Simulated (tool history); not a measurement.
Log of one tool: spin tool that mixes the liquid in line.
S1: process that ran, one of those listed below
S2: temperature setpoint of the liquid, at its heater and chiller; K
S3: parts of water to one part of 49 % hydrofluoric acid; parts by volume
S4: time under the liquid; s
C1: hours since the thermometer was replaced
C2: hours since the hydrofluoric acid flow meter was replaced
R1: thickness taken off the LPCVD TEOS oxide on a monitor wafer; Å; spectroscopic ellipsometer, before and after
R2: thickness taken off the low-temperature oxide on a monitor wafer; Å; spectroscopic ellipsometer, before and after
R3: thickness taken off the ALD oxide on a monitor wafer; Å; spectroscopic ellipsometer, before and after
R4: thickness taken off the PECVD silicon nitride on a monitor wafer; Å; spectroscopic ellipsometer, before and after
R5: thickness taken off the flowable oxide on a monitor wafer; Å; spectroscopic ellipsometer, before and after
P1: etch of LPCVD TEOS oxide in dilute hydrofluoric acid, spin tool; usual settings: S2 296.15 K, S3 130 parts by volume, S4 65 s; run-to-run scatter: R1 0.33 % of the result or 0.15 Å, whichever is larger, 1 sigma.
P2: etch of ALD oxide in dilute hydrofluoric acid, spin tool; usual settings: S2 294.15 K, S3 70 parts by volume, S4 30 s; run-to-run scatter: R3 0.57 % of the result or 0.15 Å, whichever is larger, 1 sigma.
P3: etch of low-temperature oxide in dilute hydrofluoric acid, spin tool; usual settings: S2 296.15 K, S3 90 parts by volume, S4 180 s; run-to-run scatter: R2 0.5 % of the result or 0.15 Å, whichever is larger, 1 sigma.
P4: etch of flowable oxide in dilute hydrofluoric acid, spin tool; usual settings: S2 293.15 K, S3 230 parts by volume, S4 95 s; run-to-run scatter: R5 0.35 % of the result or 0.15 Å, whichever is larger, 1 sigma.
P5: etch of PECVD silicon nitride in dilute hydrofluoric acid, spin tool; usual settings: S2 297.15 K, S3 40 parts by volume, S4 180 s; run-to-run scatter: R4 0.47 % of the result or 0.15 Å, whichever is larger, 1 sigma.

run    day  S1      S2   S3   S4     C1     C2       R1      R2       R3       R4       R5
  1  0.362  P1  296.15  130   65  560.5  406.4  141.000
  2  0.579  P1  296.15   70  115  565.7  411.6  495.750
  3  0.896  P3  291.15   90  180  573.3  419.2           315.67
  4  1.225  P1  296.15  130   65  581.2  427.1  140.670
  5  1.429  P2  294.15   70   15  586.1  432.0                    41.181
  6  1.783  P5  290.65   40  180  594.6  440.5                             96.692
  7  2.117  P2  294.15   70   30  602.6  448.5                    83.064
  8  2.333  P2  290.15   70   30  607.8  453.7                    70.231
  9  2.662  P3  296.15   90  180  615.7  461.6           389.21
 10  3.021  P3  296.15   90  325  624.3  470.2           698.59
 11  3.292  P5  297.15   40  180  630.8  476.7                            152.220
 12  3.575  P2  294.15   70   30  637.6  483.5                    82.452
 13  3.933  P4  293.15  230   35  646.2  492.1                                      47.885
 14  4.238  P5  297.15   40   35  653.5  499.4                             29.657
 15  4.596  P1  296.15  130  130  662.1  508.0  279.930
 16  4.942  P5  297.15   55  180  670.4  516.3                            110.660
 17  5.238  P3  296.15   90  180  677.5  523.4           389.75
 18  5.567  P1  296.15  130   65  685.4  531.3  140.350
 19  5.896  P1  296.15  215   65  693.3  539.2   77.299
 20  6.212  P2  294.15   20   30  700.9  546.8                   307.530
 21  6.396  P4  293.15  125   95  705.3  551.2                                     266.310
 22  6.721  P1  296.15  130   35  713.1  559.0   74.980
 23  6.942  P3  296.15  155  180  718.4  564.3           209.96

The next listed run, before its measurement:
 24  7.138  P1  304.15  130  65  723.1  569.0   ?

Run 24 gave R1 189.560 Å.
